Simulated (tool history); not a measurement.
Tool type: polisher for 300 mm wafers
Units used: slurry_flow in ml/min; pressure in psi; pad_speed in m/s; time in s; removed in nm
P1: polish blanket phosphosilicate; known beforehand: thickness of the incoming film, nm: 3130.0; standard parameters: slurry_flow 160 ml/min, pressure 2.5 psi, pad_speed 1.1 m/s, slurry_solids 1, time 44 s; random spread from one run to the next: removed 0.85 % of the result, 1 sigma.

run,hour,slurry_flow,pressure,pad_speed,slurry_solids,time,removed
1,6.5,160,2.5,1.1,1,44,315.56
2,12,160,2.5,0.72,1,44,226.67
3,17.7,225,3.1,1.1,1,44,410.37
4,24.9,95,2.5,1.1,1,44,283.91
5,35.9,245,2.5,1.1,1,21,162.2
6,46.8,160,3.9,1.1,1,44,497.68
7,56.4,160,2.5,1.1,1,67,490.89
8,63.4,160,1.2,1.1,1,44,153.29
9,69.2,215,2.5,1.1,1,44,333.57
10,74.4,160,2.5,1.1,1,44,320.01
11,83.2,160,2.5,1.1,1,44,317.23
12,91.7,160,2.5,1.1,1,21,151.99
13,100.8,160,2.5,1.1,1,44,315.81
# hour 105.2: slurry blender recalibrated
14,108.6,160,2.5,1.1,1,44,319.72
15,118.8,160,2.5,1.1,1,44,320.84
16,123.6,160,2.5,1.1,0.55,44,227.82
17,133.7,225,1.4,1.1,1,44,185.87
18,138.9,160,2.5,1.1,1.45,44,370.96
19,144.2,160,2.5,1.38,1,44,377.93
20,153.4,160,2.5,1.1,1,44,320.6
21,161.7,160,2.5,1.1,1,44,310.01
22,169.9,160,2.5,1.1,1,44,300.31
# hour 177: worn pad replaced by a new one
# hour 177.2: head pressure recalibrated
23,180.5,160,2.5,1.1,1,44,293.26
24,190.1,160,2.5,1.1,1,44,287.52
# hour 191: conditioning disc replaced and pad reconditioned
25,196.5,160,2.5,1.1,1,44,294.76
26,207.2,160,2.5,1.1,1,44,283.28

What P1 gives has crept off from where it sat before. The 2 causes that follow fit the log equally well, each at the size noted:
A: slurry flow missing at the pad, % = 38.5
B: abrasive missing from the slurry, % = 18.6
At approximately hour 153.4, the process output began to creep.
Other possible causes, and why each is ruled out:
removal rate lost through wear of the pad, %: work on it at hour 177, done after the drift set in, did not restore what the process gave before
head's pressure below its setpoint, %: work on it at hour 177.2, done after the drift set in, did not restore what the process gave before
time polished since the conditioner stopped cutting, s: work on it at hour 191, done after the drift set in, did not restore what the process gave before

Below are 4 check runs, each averaged over 2 wafers, with their results shown as question marks. Which of them would give clearly different results depending on which cause is behind the drift?
check 1,217.9,160,3.9,1.1,1.3,44,?
check 2,217.9,160,1.3,1.1,1,22,?
check 3,217.9,115,2.5,1.1,1.45,44,?
check 4,217.9,160,1.6,1.1,1,44,?

Expected result of each check under each candidate cause:
check,result,if A,if B
check 1,removed,501.51,508.33
check 2,removed,74.817,74.832
check 3,removed,304.33,320.75
check 4,removed,184.16,184.2
Gap, in per cent, between the two causes that each check separates least, read from the result that separates them most: check 1 1.35 %; check 2 0.02 %; check 3 5.26 %; check 4 0.02 %
Check 3 is the one run that separates the causes; every other check would come out nearly the same whichever cause is at work.

After running check 3, the following was obtained: removed 305.8 nm. Which cause does this point to?

The correct cause is A, namely: slurry flow missing at the pad, %.
